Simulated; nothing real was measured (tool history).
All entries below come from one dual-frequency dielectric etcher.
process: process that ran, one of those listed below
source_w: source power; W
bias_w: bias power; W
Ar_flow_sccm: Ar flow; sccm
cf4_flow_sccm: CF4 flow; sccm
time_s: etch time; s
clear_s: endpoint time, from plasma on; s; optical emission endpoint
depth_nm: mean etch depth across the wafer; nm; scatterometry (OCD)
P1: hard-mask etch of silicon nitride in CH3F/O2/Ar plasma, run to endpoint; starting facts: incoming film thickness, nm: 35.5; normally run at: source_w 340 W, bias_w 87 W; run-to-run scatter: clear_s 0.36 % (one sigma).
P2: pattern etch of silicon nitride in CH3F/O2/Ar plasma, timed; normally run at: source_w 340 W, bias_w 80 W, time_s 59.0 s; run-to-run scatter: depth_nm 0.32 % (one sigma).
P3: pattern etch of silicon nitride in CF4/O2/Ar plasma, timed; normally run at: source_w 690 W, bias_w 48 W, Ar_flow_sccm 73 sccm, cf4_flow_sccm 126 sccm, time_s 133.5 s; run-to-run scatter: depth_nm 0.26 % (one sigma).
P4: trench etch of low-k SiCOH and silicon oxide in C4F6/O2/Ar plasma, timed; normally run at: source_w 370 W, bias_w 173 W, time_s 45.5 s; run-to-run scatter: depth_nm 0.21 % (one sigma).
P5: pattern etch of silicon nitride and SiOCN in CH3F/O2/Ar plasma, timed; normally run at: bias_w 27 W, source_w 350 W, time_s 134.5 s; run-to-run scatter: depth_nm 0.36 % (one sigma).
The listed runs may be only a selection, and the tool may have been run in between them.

run   hour  process  source_w  bias_w  Ar_flow_sccm  cf4_flow_sccm  time_s  clear_s  depth_nm
  1    8.1       P1       340      87                                        51.515
  2   15.5       P3       690      48            52            126   133.5            365.250
  3   19.2       P3       690      48            73            173   133.5            366.030
  4   23.0       P1       460     111                                        41.864
  5   27.9       P3       690      58            73            126   133.5            377.880
  6   31.8       P3       880      48            73            126   133.5            438.020
  7   38.0       P1       340      54                                        60.533
  8   45.0       P2       340      80                                 59.0             40.222
  9   49.8       P3       690      48            73            126   194.5            518.810
 10   57.5       P1       340      87                                        51.367
 11   63.6       P3       690      48            73            126   133.5            353.110
 12   70.5       P5       350      27                                134.5             18.345
 13   75.5       P2       340      80                                 72.0             49.248
 14   82.9       P1       340      87                                        51.335
 15   87.3       P1       230      87                                        59.587
 16   91.1       P1       340      87                                        51.150
 17   96.8       P5       430      27                                134.5             19.567
 18  102.9       P2       410      80                                 59.0             43.437
 19  109.0       P5       350      34                                134.5             20.289
 20  114.7       P2       340      80                                 59.0             40.418
 21  122.2       P2       340     101                                 59.0             43.970
     122.9  -- wet clean of the chamber
 22  129.9       P1       340     111                                        46.518
 23  134.2       P5       350      27                                100.0             13.702
 24  139.0       P1       440      87                                        46.538
 25  145.3       P4       510     173                                 45.5            162.300
 26  152.9       P4       370     118                                 45.5            128.100
 27  159.2       P5       350      27                                134.5             18.378
 28  164.9       P1       260      58                                        65.822
 29  171.6       P4       370     173                                 56.0            176.180
 30  178.6       P4       370     173                                 45.5            142.990
 31  186.2       P1       340      87                                        51.404
 32  190.0       P1       340      87                                        51.494
 33  193.8       P1       340      87                                        51.879
 34  201.1       P1       340      87                                        52.324
 35  208.0       P1       340      87                                        52.271
     209.5  -- wet clean of the chamber
 36  212.5       P1       340      87                                        52.195
 37  220.6       P1       340      87                                        52.267
 38  226.3       P1       340      87                                        52.407
 39  230.2       P1       340      87                                        52.270
 40  236.7       P1       340      87                                        52.473

The log shows P1 creeping away from where it was. Any of the 2 causes listed here, at the size stated for it, fits the log just as well as the others:
A: source power that arrives under what is set, % = 4.68
B: bias power that arrives under what is set, % = 4.86
The drift started at roughly hour 186.2.
Other possible causes, and why each is ruled out:
chamber walls in a state that lowers the etch rate, %: serviced at hour 209.5, after the change had begun; the process did not return to its earlier output

Of the 4 check runs listed below, each run on one wafer and each result written as a question mark, which would let you distinguish the listed causes because they would give clearly different results?
check 1  243.2       P2       340      80                                 59.0                  ?
check 2  243.2       P3       690      48            73            126   133.5                  ?
check 3  243.2       P4       370     173                                 45.5                  ?
check 4  243.2       P5       350      27                                134.5                  ?

Check results expected under each cause:
  check    result     if A     if B
check 1  depth_nm   39.682   39.697
check 2  depth_nm  339.320  348.080
check 3  depth_nm  140.750  141.180
check 4  depth_nm   18.033   17.911
Separation of the two closest causes in each check, using whichever result separates them best: check 1 0.04 %; check 2 2.55 %; check 3 0.31 %; check 4 0.68 %
Check 2 is the one run that separates the causes; every other check would come out nearly the same whichever cause is at work.

Here is what check 2 returned: depth_nm 347.040 nm. Which cause is it?

The cause is B: bias power that arrives under what is set, %.
